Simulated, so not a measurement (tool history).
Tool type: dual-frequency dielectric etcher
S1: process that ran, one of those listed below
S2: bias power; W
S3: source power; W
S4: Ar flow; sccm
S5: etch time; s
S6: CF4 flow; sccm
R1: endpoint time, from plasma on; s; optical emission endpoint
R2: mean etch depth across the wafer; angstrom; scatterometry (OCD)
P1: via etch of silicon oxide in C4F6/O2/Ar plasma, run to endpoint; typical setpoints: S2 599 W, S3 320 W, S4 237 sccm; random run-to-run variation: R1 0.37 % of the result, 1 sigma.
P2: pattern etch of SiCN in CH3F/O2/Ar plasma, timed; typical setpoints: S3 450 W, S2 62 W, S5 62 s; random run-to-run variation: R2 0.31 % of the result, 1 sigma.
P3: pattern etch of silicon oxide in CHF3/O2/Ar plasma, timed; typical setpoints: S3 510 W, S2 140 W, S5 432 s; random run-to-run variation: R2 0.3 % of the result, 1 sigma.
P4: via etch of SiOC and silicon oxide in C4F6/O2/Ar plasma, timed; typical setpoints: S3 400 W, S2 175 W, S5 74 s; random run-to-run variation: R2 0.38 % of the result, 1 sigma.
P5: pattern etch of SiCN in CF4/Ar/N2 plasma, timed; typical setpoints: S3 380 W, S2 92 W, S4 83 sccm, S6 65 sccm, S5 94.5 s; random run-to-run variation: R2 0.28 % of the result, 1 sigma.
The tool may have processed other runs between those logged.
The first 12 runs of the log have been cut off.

{"run": 13, "hour": 63.9, "S1": "P1", "S2": 599, "S3": 320, "S4": 237, "R1": 38.116}
{"run": 14, "hour": 68.2, "S1": "P1", "S2": 464, "S3": 320, "S4": 237, "R1": 42}
{"run": 15, "hour": 71.7, "S1": "P2", "S2": 62, "S3": 450, "S5": 92, "R2": 344.05}
{"run": 16, "hour": 76.2, "S1": "P2", "S2": 62, "S3": 450, "S5": 62, "R2": 234.31}
{"run": 17, "hour": 82.2, "S1": "P5", "S2": 92, "S3": 260, "S4": 83, "S5": 94.5, "S6": 65, "R2": 547.18}
{"run": 18, "hour": 88.0, "S1": "P2", "S2": 39, "S3": 450, "S5": 62, "R2": 201.61}
{"run": 19, "hour": 92.0, "S1": "P1", "S2": 599, "S3": 240, "S4": 237, "R1": 42.366}
{"run": 20, "hour": 97.3, "S1": "P5", "S2": 92, "S3": 380, "S4": 50, "S5": 94.5, "S6": 65, "R2": 811.47}
{"run": 21, "hour": 101.3, "S1": "P3", "S2": 140, "S3": 510, "S5": 432, "R2": 7182.5}
{"run": 22, "hour": 106.1, "S1": "P5", "S2": 92, "S3": 380, "S4": 83, "S5": 94.5, "S6": 65, "R2": 761.53}
{"run": 23, "hour": 110.5, "S1": "P5", "S2": 92, "S3": 380, "S4": 83, "S5": 54.5, "S6": 65, "R2": 440.78}
{"run": 24, "hour": 115.9, "S1": "P4", "S2": 175, "S3": 400, "S5": 91.5, "R2": 1048.4}
{"run": 25, "hour": 120.4, "S1": "P4", "S2": 175, "S3": 400, "S5": 74, "R2": 838.89}
{"run": 26, "hour": 125.7, "S1": "P5", "S2": 92, "S3": 380, "S4": 83, "S5": 94.5, "S6": 65, "R2": 763.56}
{"run": 27, "hour": 130.3, "S1": "P1", "S2": 599, "S3": 320, "S4": 237, "R1": 38.193}

Forecast run 28:
{"run": 28, "hour": 134.3, "S1": "P1", "S2": 599, "S3": 320, "S4": 237, "R1": "?"}

{"run 28": {"R1": 38.24}}
